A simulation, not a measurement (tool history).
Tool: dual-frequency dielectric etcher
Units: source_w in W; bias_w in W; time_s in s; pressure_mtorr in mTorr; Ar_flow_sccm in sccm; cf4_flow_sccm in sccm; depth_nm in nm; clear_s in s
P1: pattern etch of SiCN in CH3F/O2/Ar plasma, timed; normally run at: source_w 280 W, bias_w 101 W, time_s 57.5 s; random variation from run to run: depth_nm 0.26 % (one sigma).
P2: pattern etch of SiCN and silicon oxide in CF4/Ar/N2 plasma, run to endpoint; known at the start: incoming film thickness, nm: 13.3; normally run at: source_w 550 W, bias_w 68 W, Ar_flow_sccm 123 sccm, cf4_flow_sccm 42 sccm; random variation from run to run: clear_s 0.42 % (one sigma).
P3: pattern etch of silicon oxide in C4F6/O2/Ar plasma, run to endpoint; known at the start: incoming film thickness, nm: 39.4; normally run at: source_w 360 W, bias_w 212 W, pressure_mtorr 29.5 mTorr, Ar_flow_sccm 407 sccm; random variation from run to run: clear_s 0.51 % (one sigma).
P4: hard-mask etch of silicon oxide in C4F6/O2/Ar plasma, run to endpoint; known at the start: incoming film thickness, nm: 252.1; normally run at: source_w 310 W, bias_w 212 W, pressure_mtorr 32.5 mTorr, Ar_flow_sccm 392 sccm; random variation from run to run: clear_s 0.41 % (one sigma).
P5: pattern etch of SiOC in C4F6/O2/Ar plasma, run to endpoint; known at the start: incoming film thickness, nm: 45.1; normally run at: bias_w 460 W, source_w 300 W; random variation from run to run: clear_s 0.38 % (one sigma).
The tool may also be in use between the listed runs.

| run | hour | process | source_w | bias_w | time_s | pressure_mtorr | Ar_flow_sccm | cf4_flow_sccm | hours since the last wet clean | hours since the last source power generator calibration | hours since the last bias power generator calibration | depth_nm | clear_s |
|---|---|---|---|---|---|---|---|---|---|---|---|---|---|
| 1 | 9.7 | P1 | 280 | 101 | 57.5 |  |  |  | 152.2 | 559.8 | 1884.7 | 21.531 |  |
| 2 | 20.1 | P5 | 300 | 460 |  |  |  |  | 162.6 | 570.2 | 1895.1 |  | 18.104 |
| 3 | 29.9 | P5 | 300 | 572 |  |  |  |  | 172.4 | 580 | 1904.9 |  | 16.769 |
| 4 | 35.3 | P3 | 360 | 212 |  | 42 | 407 |  | 177.8 | 585.4 | 1910.3 |  | 13.648 |
| 5 | 42.2 | P3 | 360 | 212 |  | 29.5 | 407 |  | 184.7 | 592.3 | 1917.2 |  | 13.028 |
| 6 | 52.2 | P2 | 550 | 68 |  |  | 162 | 42 | 194.7 | 602.3 | 1927.2 |  | 15.718 |
| 7 | 59.3 | P2 | 550 | 68 |  |  | 123 | 30 | 201.8 | 609.4 | 1934.3 |  | 15.97 |
| 8 | 66.6 | P1 | 360 | 74 | 57.5 |  |  |  | 209.1 | 616.7 | 1941.6 | 21.073 |  |
| 9 | 73.7 | P1 | 280 | 83 | 57.5 |  |  |  | 216.2 | 623.8 | 1948.7 | 19.996 |  |
| 10 | 82.2 | P1 | 280 | 129 | 57.5 |  |  |  | 224.7 | 632.3 | 1957.2 | 23.721 |  |
| 11 | 89.6 | P1 | 280 | 101 | 57.5 |  |  |  | 232.1 | 639.7 | 1964.6 | 21.564 |  |
| 12 | 95.3 | P5 | 300 | 460 |  |  |  |  | 237.8 | 645.4 | 1970.3 |  | 18.121 |
| 13 | 105.9 | P1 | 280 | 101 | 57.5 |  |  |  | 248.4 | 656 | 1980.9 | 21.555 |  |
| 14 | 115.4 | P3 | 360 | 129 |  | 29.5 | 407 |  | 257.9 | 665.5 | 1990.4 |  | 15.445 |
| 15 | 124.6 | P1 | 280 | 101 | 39 |  |  |  | 267.1 | 674.7 | 1999.6 | 14.663 |  |
| 16 | 133.5 | P4 | 310 | 212 |  | 45.5 | 392 |  | 276 | 683.6 | 2008.5 |  | 92.216 |
| 17 | 141.6 | P1 | 200 | 101 | 57.5 |  |  |  | 284.1 | 691.7 | 2016.6 | 19.086 |  |
| 18 | 152.8 | P2 | 550 | 68 |  |  | 123 | 42 | 295.3 | 702.9 | 2027.8 |  | 15.036 |
| 19 | 163.4 | P2 | 390 | 68 |  |  | 123 | 42 | 305.9 | 713.5 | 2038.4 |  | 20.077 |
| 20 | 169.5 | P4 | 310 | 212 |  | 32.5 | 392 |  | 312 | 719.6 | 2044.5 |  | 89.071 |
| 21 | 177.7 | P3 | 360 | 212 |  | 29.5 | 407 |  | 320.2 | 727.8 | 2052.7 |  | 13.125 |
| 22 | 187.2 | P1 | 340 | 101 | 57.5 |  |  |  | 329.7 | 737.3 | 2062.2 | 23.103 |  |
| 23 | 195.1 | P1 | 280 | 101 | 57.5 |  |  |  | 337.6 | 745.2 | 2070.1 | 21.627 |  |
| 24 | 205.9 | P3 | 210 | 212 |  | 29.5 | 407 |  | 348.4 | 756 | 2080.9 |  | 16.042 |
| 25 | 211.8 | P1 | 280 | 101 | 57.5 |  |  |  | 354.3 | 761.9 | 2086.8 | 21.42 |  |
| 26 | 222 | P2 | 550 | 42 |  |  | 123 | 42 | 364.5 | 772.1 | 2097 |  | 17.725 |
| 27 | 232.7 | P1 | 280 | 101 | 57.5 |  |  |  | 375.2 | 782.8 | 2107.7 | 21.498 |  |
| 28 | 240.8 | P5 | 430 | 460 |  |  |  |  | 383.3 | 790.9 | 2115.8 |  | 15.704 |
| 29 | 247.8 | P3 | 360 | 212 |  | 29.5 | 333 |  | 390.3 | 797.9 | 2122.8 |  | 12.843 |
| 30 | 257.1 | P4 | 440 | 212 |  | 32.5 | 392 |  | 399.6 | 807.2 | 2132.1 |  | 77.982 |
| 31 | 268.1 | P1 | 280 | 101 | 74.5 |  |  |  | 410.6 | 818.2 | 2143.1 | 28.071 |  |
| 32 | 278.3 | P2 | 550 | 68 |  |  | 123 | 42 | 420.8 | 828.4 | 2153.3 |  | 14.91 |
| 33 | 285.3 | P4 | 310 | 212 |  | 32.5 | 296 |  | 427.8 | 835.4 | 2160.3 |  | 86.924 |
| 34 | 293.4 | P4 | 310 | 124 |  | 32.5 | 392 |  | 435.9 | 843.5 | 2168.4 |  | 105.3 |
| 35 | 298.7 | P1 | 280 | 101 | 57.5 |  |  |  | 441.2 | 848.8 | 2173.7 | 21.628 |  |
| 36 | 305.7 | P1 | 280 | 130 | 69 |  |  |  | 448.2 | 855.8 | 2180.7 | 28.584 |  |
| 37 | 312 | P1 | 280 | 101 | 57.5 |  |  |  | 454.5 | 862.1 | 2187 | 21.533 |  |
| 38 | 320.1 | P1 | 280 | 101 | 57.5 |  |  |  | 462.6 | 870.2 | 2195.1 | 21.425 |  |
| 39 | 325.7 | P1 | 280 | 101 | 57.5 |  |  |  | 468.2 | 875.8 | 2200.7 | 21.335 |  |
| 40 | 332.1 | P1 | 280 | 101 | 57.5 |  |  |  | 474.6 | 882.2 | 2207.1 | 21.385 |  |
| 41 | 341.9 | P1 | 280 | 101 | 57.5 |  |  |  | 484.4 | 892 | 2216.9 | 21.314 |  |
| 42 | 348.2 | P1 | 280 | 101 | 57.5 |  |  |  | 490.7 | 898.3 | 2223.2 | 21.329 |  |
|  | 350.8 | wet clean of the chamber |
| 43 | 358.7 | P1 | 280 | 101 | 57.5 |  |  |  | 8 | 908.8 | 2233.7 | 21.173 |  |
| 44 | 369.8 | P1 | 280 | 101 | 57.5 |  |  |  | 19.1 | 919.9 | 2244.8 | 21.281 |  |
| 45 | 376.9 | P1 | 280 | 101 | 57.5 |  |  |  | 26.2 | 927 | 2251.9 | 21.216 |  |
| 46 | 387.3 | P1 | 280 | 101 | 57.5 |  |  |  | 36.6 | 937.4 | 2262.3 | 21.153 |  |
| 47 | 392.8 | P1 | 280 | 101 | 57.5 |  |  |  | 42.1 | 942.9 | 2267.8 | 21.356 |  |
| 48 | 403.6 | P1 | 280 | 101 | 57.5 |  |  |  | 52.9 | 953.7 | 2278.6 | 21.198 |  |

What P1 gives has crept away from where it was. These 2 causes fit the log equally well, each at the size given:
A: bias power that arrives under what is set, % = 3.39
B: source power that arrives under what is set, % = 3.56
The creep began at about hour 312.
Why every other cause is out:
chamber walls in a state that lowers the etch rate, %: serviced at hour 350.8, which brought nothing back

4 check runs are offered, each on 3 wafers whose results are averaged, their results left as question marks. Which one tells the causes apart?
| check 1 | 414.4 | P3 | 220 | 153 |  | 29.5 | 407 |  |  |  |  |  | ? |
| check 2 | 414.4 | P2 | 550 | 43 |  |  | 123 | 42 |  |  |  |  | ? |
| check 3 | 414.4 | P5 | 420 | 460 |  |  |  |  |  |  |  |  | ? |
| check 4 | 414.4 | P4 | 400 | 212 |  | 32.5 | 392 |  |  |  |  |  | ? |

What each check would give under each cause:
| check | result | if A | if B |
|---|---|---|---|
| check 1 | clear_s | 17.885 | 17.941 |
| check 2 | clear_s | 17.807 | 18.176 |
| check 3 | clear_s | 16.196 | 16.209 |
| check 4 | clear_s | 81.766 | 81.99 |
How far apart the two closest causes lie, in the result that separates them most: check 1 0.31 %; check 2 2.05 %; check 3 0.08 %; check 4 0.27 %
Only check 2 tells the causes apart: in the others they would give nearly the same result.

Then check 2 was run and gave: clear_s 18.221 s. Which cause is it?

It is B: source power that arrives under what is set, %.

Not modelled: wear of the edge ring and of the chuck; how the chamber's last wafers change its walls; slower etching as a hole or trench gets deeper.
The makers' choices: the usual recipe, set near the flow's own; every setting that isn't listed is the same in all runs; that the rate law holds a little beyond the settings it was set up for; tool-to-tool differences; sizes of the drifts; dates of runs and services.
